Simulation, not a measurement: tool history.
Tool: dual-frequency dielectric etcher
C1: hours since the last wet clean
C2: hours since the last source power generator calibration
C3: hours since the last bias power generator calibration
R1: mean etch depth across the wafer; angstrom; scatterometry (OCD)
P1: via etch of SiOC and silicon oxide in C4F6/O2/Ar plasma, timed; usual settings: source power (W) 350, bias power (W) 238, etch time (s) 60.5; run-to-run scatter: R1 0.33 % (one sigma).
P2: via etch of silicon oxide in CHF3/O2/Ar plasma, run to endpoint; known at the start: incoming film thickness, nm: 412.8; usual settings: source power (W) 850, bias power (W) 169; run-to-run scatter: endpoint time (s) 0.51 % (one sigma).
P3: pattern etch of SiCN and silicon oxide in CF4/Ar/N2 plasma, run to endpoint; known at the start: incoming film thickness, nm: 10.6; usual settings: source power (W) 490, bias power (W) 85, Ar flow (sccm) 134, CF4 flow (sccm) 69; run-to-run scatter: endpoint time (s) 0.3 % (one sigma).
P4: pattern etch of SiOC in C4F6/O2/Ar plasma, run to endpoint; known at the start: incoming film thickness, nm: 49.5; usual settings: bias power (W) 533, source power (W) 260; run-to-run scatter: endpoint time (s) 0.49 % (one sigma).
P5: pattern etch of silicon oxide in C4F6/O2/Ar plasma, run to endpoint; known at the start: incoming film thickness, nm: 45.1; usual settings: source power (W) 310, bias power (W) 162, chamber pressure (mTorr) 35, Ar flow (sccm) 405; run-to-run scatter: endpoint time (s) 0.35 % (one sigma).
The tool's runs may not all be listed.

run 1 day=0.4 | process_that_ran=P1 source_power_(W)=350 bias_power_(W)=238 etch_time_(s)=60.5 | C1=360.9 C2=2899.4 C3=1067.6 | R1=733.72
run 2 day=1.033 | process_that_ran=P5 source_power_(W)=310 bias_power_(W)=162 chamber_pressure_(mTorr)=35 Ar_flow_(sccm)=274 | C1=376.1 C2=2914.6 C3=1082.8 | endpoint_time_(s)=16.541
run 3 day=1.362 | process_that_ran=P2 source_power_(W)=1140 bias_power_(W)=169 | C1=384 C2=2922.5 C3=1090.7 | endpoint_time_(s)=165.3
run 4 day=1.742 | process_that_ran=P3 source_power_(W)=490 bias_power_(W)=85 Ar_flow_(sccm)=134 CF4_flow_(sccm)=69 | C1=393.1 C2=2931.6 C3=1099.8 | endpoint_time_(s)=11.314
run 5 day=2.438 | process_that_ran=P5 source_power_(W)=210 bias_power_(W)=162 chamber_pressure_(mTorr)=35 Ar_flow_(sccm)=405 | C1=409.8 C2=2948.3 C3=1116.5 | endpoint_time_(s)=20.165
run 6 day=2.967 | process_that_ran=P3 source_power_(W)=490 bias_power_(W)=85 Ar_flow_(sccm)=134 CF4_flow_(sccm)=69 | C1=422.5 C2=2961 C3=1129.2 | endpoint_time_(s)=11.335
run 7 day=3.458 | process_that_ran=P1 source_power_(W)=350 bias_power_(W)=190 etch_time_(s)=47 | C1=434.3 C2=2972.8 C3=1141 | R1=531.28
run 8 day=3.921 | process_that_ran=P4 source_power_(W)=200 bias_power_(W)=533 | C1=445.4 C2=2983.9 C3=1152.1 | endpoint_time_(s)=20.877
run 9 day=4.496 | process_that_ran=P5 source_power_(W)=310 bias_power_(W)=162 chamber_pressure_(mTorr)=44 Ar_flow_(sccm)=405 | C1=459.2 C2=2997.7 C3=1165.9 | endpoint_time_(s)=17.871
run 10 day=4.979 | process_that_ran=P3 source_power_(W)=490 bias_power_(W)=50 Ar_flow_(sccm)=134 CF4_flow_(sccm)=69 | C1=470.8 C2=3009.3 C3=1177.5 | endpoint_time_(s)=13.499
run 11 day=5.508 | process_that_ran=P1 source_power_(W)=350 bias_power_(W)=238 etch_time_(s)=84 | C1=483.5 C2=3022 C3=1190.2 | R1=1020
run 12 day=5.862 | process_that_ran=P2 source_power_(W)=850 bias_power_(W)=169 | C1=492 C2=3030.5 C3=1198.7 | endpoint_time_(s)=185.23
run 13 day=6.412 | process_that_ran=P4 source_power_(W)=260 bias_power_(W)=711 | C1=505.2 C2=3043.7 C3=1211.9 | endpoint_time_(s)=17.039
run 14 day=7.021 | process_that_ran=P1 source_power_(W)=350 bias_power_(W)=238 etch_time_(s)=60.5 | C1=519.8 C2=3058.3 C3=1226.5 | R1=734.45
run 15 day=7.479 | process_that_ran=P3 source_power_(W)=490 bias_power_(W)=85 Ar_flow_(sccm)=188 CF4_flow_(sccm)=69 | C1=530.8 C2=3069.3 C3=1237.5 | endpoint_time_(s)=11.978
run 16 day=7.971 | process_that_ran=P5 source_power_(W)=310 bias_power_(W)=162 chamber_pressure_(mTorr)=35 Ar_flow_(sccm)=405 | C1=542.6 C2=3081.1 C3=1249.3 | endpoint_time_(s)=17.088
run 17 day=8.483 | process_that_ran=P4 source_power_(W)=260 bias_power_(W)=533 | C1=554.9 C2=3093.4 C3=1261.6 | endpoint_time_(s)=19.139
run 18 day=8.879 | process_that_ran=P1 source_power_(W)=350 bias_power_(W)=238 etch_time_(s)=33.5 | C1=564.4 C2=3102.9 C3=1271.1 | R1=404.39
run 19 day=9.333 | process_that_ran=P1 source_power_(W)=350 bias_power_(W)=305 etch_time_(s)=60.5 | C1=575.3 C2=3113.8 C3=1282 | R1=797.62
run 20 day=9.642 | process_that_ran=P2 source_power_(W)=850 bias_power_(W)=169 | C1=582.7 C2=3121.2 C3=1289.4 | endpoint_time_(s)=186.33
run 21 day=10.033 | process_that_ran=P1 source_power_(W)=350 bias_power_(W)=238 etch_time_(s)=60.5 | C1=592.1 C2=3130.6 C3=1298.8 | R1=732.45
run 22 day=10.412 | process_that_ran=P5 source_power_(W)=310 bias_power_(W)=101 chamber_pressure_(mTorr)=35 Ar_flow_(sccm)=405 | C1=601.2 C2=3139.7 C3=1307.9 | endpoint_time_(s)=19.794
run 23 day=11.067 | process_that_ran=P1 source_power_(W)=350 bias_power_(W)=238 etch_time_(s)=60.5 | C1=616.9 C2=3155.4 C3=1323.6 | R1=729.96
run 24 day=11.762 | process_that_ran=P2 source_power_(W)=850 bias_power_(W)=109 | C1=633.6 C2=3172.1 C3=1340.3 | endpoint_time_(s)=212.53
run 25 day=12.383 | process_that_ran=P1 source_power_(W)=350 bias_power_(W)=238 etch_time_(s)=60.5 | C1=648.5 C2=3187 C3=1355.2 | R1=734.92
run 26 day=13.033 | process_that_ran=P1 source_power_(W)=240 bias_power_(W)=238 etch_time_(s)=60.5 | C1=664.1 C2=3202.6 C3=1370.8 | R1=635.64
run 27 day=13.646 | process_that_ran=P3 source_power_(W)=350 bias_power_(W)=85 Ar_flow_(sccm)=134 CF4_flow_(sccm)=69 | C1=678.8 C2=3217.3 C3=1385.5 | endpoint_time_(s)=15.153
run 28 day=14.104 | process_that_ran=P4 source_power_(W)=260 bias_power_(W)=533 | C1=689.8 C2=3228.3 C3=1396.5 | endpoint_time_(s)=18.896
run 29 day=14.742 | process_that_ran=P1 source_power_(W)=450 bias_power_(W)=238 etch_time_(s)=60.5 | C1=705.1 C2=3243.6 C3=1411.8 | R1=807.04
run 30 day=15.121 | process_that_ran=P1 source_power_(W)=350 bias_power_(W)=194 etch_time_(s)=60.5 | C1=714.2 C2=3252.7 C3=1420.9 | R1=685.05
run 31 day=15.496 | process_that_ran=P3 source_power_(W)=490 bias_power_(W)=85 Ar_flow_(sccm)=134 CF4_flow_(sccm)=98 | C1=723.2 C2=3261.7 C3=1429.9 | endpoint_time_(s)=10.743
run 32 day=16.188 | process_that_ran=P1 source_power_(W)=350 bias_power_(W)=238 etch_time_(s)=60.5 | C1=739.8 C2=3278.3 C3=1446.5 | R1=730.25
run 33 day=16.729 | process_that_ran=P1 source_power_(W)=350 bias_power_(W)=238 etch_time_(s)=60.5 | C1=752.8 C2=3291.3 C3=1459.5 | R1=727.5
run 34 day=17.2 | process_that_ran=P1 source_power_(W)=350 bias_power_(W)=238 etch_time_(s)=60.5 | C1=764.1 C2=3302.6 C3=1470.8 | R1=724.13
run 35 day=17.654 | process_that_ran=P1 source_power_(W)=350 bias_power_(W)=238 etch_time_(s)=60.5 | C1=775 C2=3313.5 C3=1481.7 | R1=724.8
run 36 day=18.004 | process_that_ran=P1 source_power_(W)=350 bias_power_(W)=238 etch_time_(s)=60.5 | C1=783.4 C2=3321.9 C3=1490.1 | R1=721.49
run 37 day=18.4 | process_that_ran=P1 source_power_(W)=350 bias_power_(W)=238 etch_time_(s)=60.5 | C1=792.9 C2=3331.4 C3=1499.6 | R1=720.97
-- day=18.904 wet clean of the chamber
run 38 day=19.092 | process_that_ran=P1 source_power_(W)=350 bias_power_(W)=238 etch_time_(s)=60.5 | C1=4.6 C2=3348 C3=1516.2 | R1=721.27

The next listed run, before its measurement:
run 39 day=19.808 | process_that_ran=P1 source_power_(W)=350 bias_power_(W)=238 etch_time_(s)=60.5 | C1=21.8 C2=3365.2 C3=1533.4 | R1=?

{"run 39": {"R1": 719.41}}
